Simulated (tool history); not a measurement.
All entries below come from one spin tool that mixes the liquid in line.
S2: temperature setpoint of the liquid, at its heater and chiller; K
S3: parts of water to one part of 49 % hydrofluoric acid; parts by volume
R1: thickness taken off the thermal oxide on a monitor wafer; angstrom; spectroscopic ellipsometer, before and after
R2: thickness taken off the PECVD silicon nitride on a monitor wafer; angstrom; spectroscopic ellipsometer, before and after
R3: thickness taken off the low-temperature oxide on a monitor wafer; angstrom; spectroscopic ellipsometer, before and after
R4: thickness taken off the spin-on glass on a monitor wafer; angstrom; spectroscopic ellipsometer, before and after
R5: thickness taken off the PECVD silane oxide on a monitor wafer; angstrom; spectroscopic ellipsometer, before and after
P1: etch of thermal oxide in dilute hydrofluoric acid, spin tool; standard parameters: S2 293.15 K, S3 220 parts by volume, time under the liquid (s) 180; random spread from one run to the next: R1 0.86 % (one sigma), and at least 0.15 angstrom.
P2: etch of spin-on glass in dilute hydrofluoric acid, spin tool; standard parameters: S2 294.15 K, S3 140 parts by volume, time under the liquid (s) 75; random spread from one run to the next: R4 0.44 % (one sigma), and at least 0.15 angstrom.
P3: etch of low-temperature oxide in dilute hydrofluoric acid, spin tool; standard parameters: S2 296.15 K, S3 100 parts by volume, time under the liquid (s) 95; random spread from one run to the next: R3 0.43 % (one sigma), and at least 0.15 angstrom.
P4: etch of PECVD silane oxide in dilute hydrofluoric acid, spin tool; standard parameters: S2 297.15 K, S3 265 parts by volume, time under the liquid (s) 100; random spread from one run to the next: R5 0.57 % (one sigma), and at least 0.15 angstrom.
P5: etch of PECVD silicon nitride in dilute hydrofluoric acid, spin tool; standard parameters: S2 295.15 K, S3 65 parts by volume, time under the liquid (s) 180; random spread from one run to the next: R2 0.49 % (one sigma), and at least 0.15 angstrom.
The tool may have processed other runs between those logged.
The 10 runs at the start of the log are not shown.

-- day=4.108 thermometer replaced
run 11 day=4.233 | process_that_ran=P1 S2=293.15 S3=220 time_under_the_liquid_(s)=180 | R1=27.870
run 12 day=4.717 | process_that_ran=P4 S2=297.15 S3=265 time_under_the_liquid_(s)=100 | R5=90.778
run 13 day=5.150 | process_that_ran=P1 S2=290.15 S3=220 time_under_the_liquid_(s)=180 | R1=25.286
run 14 day=5.479 | process_that_ran=P1 S2=293.15 S3=125 time_under_the_liquid_(s)=295 | R1=89.245
run 15 day=5.900 | process_that_ran=P5 S2=295.15 S3=65 time_under_the_liquid_(s)=180 | R2=135.13
run 16 day=6.200 | process_that_ran=P4 S2=303.65 S3=265 time_under_the_liquid_(s)=100 | R5=112.980
run 17 day=6.554 | process_that_ran=P4 S2=297.15 S3=265 time_under_the_liquid_(s)=100 | R5=91.077
run 18 day=6.833 | process_that_ran=P4 S2=297.15 S3=265 time_under_the_liquid_(s)=15 | R5=13.751
run 19 day=7.121 | process_that_ran=P5 S2=295.15 S3=65 time_under_the_liquid_(s)=335 | R2=252.55
run 20 day=7.379 | process_that_ran=P1 S2=293.15 S3=220 time_under_the_liquid_(s)=180 | R1=28.169
run 21 day=7.667 | process_that_ran=P1 S2=293.15 S3=220 time_under_the_liquid_(s)=330 | R1=52.071
run 22 day=8.033 | process_that_ran=P1 S2=293.15 S3=220 time_under_the_liquid_(s)=180 | R1=28.073

Forecast run 23:
run 23 day=8.275 | process_that_ran=P1 S2=293.15 S3=220 time_under_the_liquid_(s)=65 | R1=?

Logged for run 23: R1 10.050 angstrom.

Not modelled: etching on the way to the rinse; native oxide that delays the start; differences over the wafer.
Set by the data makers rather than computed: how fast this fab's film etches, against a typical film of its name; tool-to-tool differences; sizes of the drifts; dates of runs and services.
